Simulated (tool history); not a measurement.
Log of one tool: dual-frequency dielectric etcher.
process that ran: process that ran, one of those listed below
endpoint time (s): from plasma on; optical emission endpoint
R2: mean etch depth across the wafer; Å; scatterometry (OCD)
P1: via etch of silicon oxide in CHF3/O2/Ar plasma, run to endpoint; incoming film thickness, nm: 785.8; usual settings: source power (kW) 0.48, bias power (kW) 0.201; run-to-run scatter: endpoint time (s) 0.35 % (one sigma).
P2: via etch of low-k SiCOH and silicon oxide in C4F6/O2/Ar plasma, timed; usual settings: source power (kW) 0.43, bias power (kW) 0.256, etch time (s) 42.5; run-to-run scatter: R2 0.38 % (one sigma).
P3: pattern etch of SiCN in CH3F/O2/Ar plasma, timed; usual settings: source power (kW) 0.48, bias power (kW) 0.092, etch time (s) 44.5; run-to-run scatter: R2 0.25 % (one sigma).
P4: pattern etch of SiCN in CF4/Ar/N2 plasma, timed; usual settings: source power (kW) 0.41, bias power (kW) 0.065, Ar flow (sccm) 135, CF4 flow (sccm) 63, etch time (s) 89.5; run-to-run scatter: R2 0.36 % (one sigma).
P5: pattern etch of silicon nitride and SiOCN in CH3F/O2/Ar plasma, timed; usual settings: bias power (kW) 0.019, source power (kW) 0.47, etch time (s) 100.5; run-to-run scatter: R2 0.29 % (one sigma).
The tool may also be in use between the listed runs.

run 1 day=0.679 | process_that_ran=P1 source_power_(kW)=0.48 bias_power_(kW)=0.201 | endpoint_time_(s)=415.83
run 2 day=1.025 | process_that_ran=P3 source_power_(kW)=0.48 bias_power_(kW)=0.092 etch_time_(s)=44.5 | R2=193.24
run 3 day=1.667 | process_that_ran=P1 source_power_(kW)=0.48 bias_power_(kW)=0.201 | endpoint_time_(s)=416.65
run 4 day=2.212 | process_that_ran=P3 source_power_(kW)=0.48 bias_power_(kW)=0.129 etch_time_(s)=44.5 | R2=218.98
run 5 day=2.571 | process_that_ran=P1 source_power_(kW)=0.48 bias_power_(kW)=0.201 | endpoint_time_(s)=416.86
run 6 day=2.996 | process_that_ran=P4 source_power_(kW)=0.41 bias_power_(kW)=0.065 etch_time_(s)=70 Ar_flow_(sccm)=135 CF4_flow_(sccm)=63 | R2=503.63
run 7 day=3.638 | process_that_ran=P5 source_power_(kW)=0.64 bias_power_(kW)=0.019 etch_time_(s)=100.5 | R2=156.01
run 8 day=4.192 | process_that_ran=P3 source_power_(kW)=0.48 bias_power_(kW)=0.092 etch_time_(s)=30 | R2=130.29
run 9 day=4.579 | process_that_ran=P1 source_power_(kW)=0.48 bias_power_(kW)=0.201 | endpoint_time_(s)=416.12
run 10 day=5.146 | process_that_ran=P1 source_power_(kW)=0.63 bias_power_(kW)=0.249 | endpoint_time_(s)=349.54
run 11 day=5.462 | process_that_ran=P1 source_power_(kW)=0.48 bias_power_(kW)=0.248 | endpoint_time_(s)=383.78
run 12 day=6.096 | process_that_ran=P4 source_power_(kW)=0.41 bias_power_(kW)=0.065 etch_time_(s)=89.5 Ar_flow_(sccm)=135 CF4_flow_(sccm)=63 | R2=647.76
run 13 day=6.479 | process_that_ran=P5 source_power_(kW)=0.47 bias_power_(kW)=0.012 etch_time_(s)=100.5 | R2=116.58
run 14 day=6.908 | process_that_ran=P4 source_power_(kW)=0.41 bias_power_(kW)=0.085 etch_time_(s)=89.5 Ar_flow_(sccm)=135 CF4_flow_(sccm)=63 | R2=711.18
run 15 day=7.621 | process_that_ran=P2 source_power_(kW)=0.43 bias_power_(kW)=0.256 etch_time_(s)=42.5 | R2=1163.4
run 16 day=8.154 | process_that_ran=P5 source_power_(kW)=0.47 bias_power_(kW)=0.019 etch_time_(s)=144.5 | R2=201
run 17 day=8.729 | process_that_ran=P1 source_power_(kW)=0.57 bias_power_(kW)=0.201 | endpoint_time_(s)=388.63
run 18 day=9.112 | process_that_ran=P2 source_power_(kW)=0.43 bias_power_(kW)=0.256 etch_time_(s)=61.5 | R2=1686.5
run 19 day=9.838 | process_that_ran=P1 source_power_(kW)=0.48 bias_power_(kW)=0.142 | endpoint_time_(s)=467.8
run 20 day=10.258 | process_that_ran=P1 source_power_(kW)=0.48 bias_power_(kW)=0.201 | endpoint_time_(s)=416.47
run 21 day=10.658 | process_that_ran=P5 source_power_(kW)=0.47 bias_power_(kW)=0.019 etch_time_(s)=100.5 | R2=139.81
run 22 day=11.05 | process_that_ran=P1 source_power_(kW)=0.37 bias_power_(kW)=0.201 | endpoint_time_(s)=460.03
run 23 day=11.517 | process_that_ran=P4 source_power_(kW)=0.41 bias_power_(kW)=0.065 etch_time_(s)=89.5 Ar_flow_(sccm)=109 CF4_flow_(sccm)=63 | R2=667.92
run 24 day=12.242 | process_that_ran=P1 source_power_(kW)=0.48 bias_power_(kW)=0.201 | endpoint_time_(s)=420.28
run 25 day=12.892 | process_that_ran=P4 source_power_(kW)=0.41 bias_power_(kW)=0.065 etch_time_(s)=89.5 Ar_flow_(sccm)=135 CF4_flow_(sccm)=63 | R2=644.48
run 26 day=13.208 | process_that_ran=P2 source_power_(kW)=0.43 bias_power_(kW)=0.313 etch_time_(s)=42.5 | R2=1252.3
run 27 day=13.783 | process_that_ran=P3 source_power_(kW)=0.32 bias_power_(kW)=0.092 etch_time_(s)=44.5 | R2=166.11
run 28 day=14.292 | process_that_ran=P4 source_power_(kW)=0.41 bias_power_(kW)=0.065 etch_time_(s)=89.5 Ar_flow_(sccm)=135 CF4_flow_(sccm)=89 | R2=684.74
run 29 day=15.025 | process_that_ran=P2 source_power_(kW)=0.33 bias_power_(kW)=0.256 etch_time_(s)=42.5 | R2=1051.3
run 30 day=15.633 | process_that_ran=P4 source_power_(kW)=0.27 bias_power_(kW)=0.065 etch_time_(s)=89.5 Ar_flow_(sccm)=135 CF4_flow_(sccm)=63 | R2=449.17
run 31 day=16.133 | process_that_ran=P1 source_power_(kW)=0.48 bias_power_(kW)=0.201 | endpoint_time_(s)=416.11
run 32 day=16.617 | process_that_ran=P1 source_power_(kW)=0.48 bias_power_(kW)=0.201 | endpoint_time_(s)=419.5
run 33 day=17.008 | process_that_ran=P1 source_power_(kW)=0.48 bias_power_(kW)=0.201 | endpoint_time_(s)=420.87
run 34 day=17.588 | process_that_ran=P1 source_power_(kW)=0.48 bias_power_(kW)=0.201 | endpoint_time_(s)=420.71
run 35 day=18.292 | process_that_ran=P1 source_power_(kW)=0.48 bias_power_(kW)=0.201 | endpoint_time_(s)=424.04
-- day=18.467 wet clean of the chamber
run 36 day=18.896 | process_that_ran=P1 source_power_(kW)=0.48 bias_power_(kW)=0.201 | endpoint_time_(s)=424.03
run 37 day=19.488 | process_that_ran=P1 source_power_(kW)=0.48 bias_power_(kW)=0.201 | endpoint_time_(s)=425.29
run 38 day=19.954 | process_that_ran=P1 source_power_(kW)=0.48 bias_power_(kW)=0.201 | endpoint_time_(s)=422.16
run 39 day=20.662 | process_that_ran=P1 source_power_(kW)=0.48 bias_power_(kW)=0.201 | endpoint_time_(s)=423.57
run 40 day=20.979 | process_that_ran=P1 source_power_(kW)=0.48 bias_power_(kW)=0.201 | endpoint_time_(s)=423.84

What P1 gives has crept away from where it was. These 2 causes fit the log equally well, each at the size given:
A: source power that arrives under what is set, % = 4.52
B: bias power that arrives under what is set, % = 4.92
The creep began at about day 16.133.
Why every other cause is out:
chamber walls in a state that lowers the etch rate, %: serviced at day 18.467, which brought nothing back

4 check runs are offered, each on 2 wafers whose results are averaged, their results left as question marks. Which one tells the causes apart?
run check 1 day=21.296 | process_that_ran=P3 source_power_(kW)=0.48 bias_power_(kW)=0.111 etch_time_(s)=33.5 | R2=?
run check 2 day=21.296 | process_that_ran=P5 source_power_(kW)=0.61 bias_power_(kW)=0.012 etch_time_(s)=100.5 | R2=?
run check 3 day=21.296 | process_that_ran=P4 source_power_(kW)=0.41 bias_power_(kW)=0.065 etch_time_(s)=89.5 Ar_flow_(sccm)=135 CF4_flow_(sccm)=78 | R2=?
run check 4 day=21.296 | process_that_ran=P2 source_power_(kW)=0.33 bias_power_(kW)=0.256 etch_time_(s)=42.5 | R2=?

What each check would give under each cause:
check=check_1 result=R2 if_A=153.23 if_B=152.91
check=check_2 result=R2 if_A=126.14 if_B=126.07
check=check_3 result=R2 if_A=641.7 if_B=656.53
check=check_4 result=R2 if_A=1034.8 if_B=1035.1
How far apart the two closest causes lie, in the result that separates them most: check 1 0.21 %; check 2 0.06 %; check 3 2.28 %; check 4 0.03 %
Check 3 tells the causes apart: in the others they would give nearly the same result.

Then check 3 was run and gave: R2 640.45 Å. Which cause is it?

It is A: source power that arrives under what is set, %.
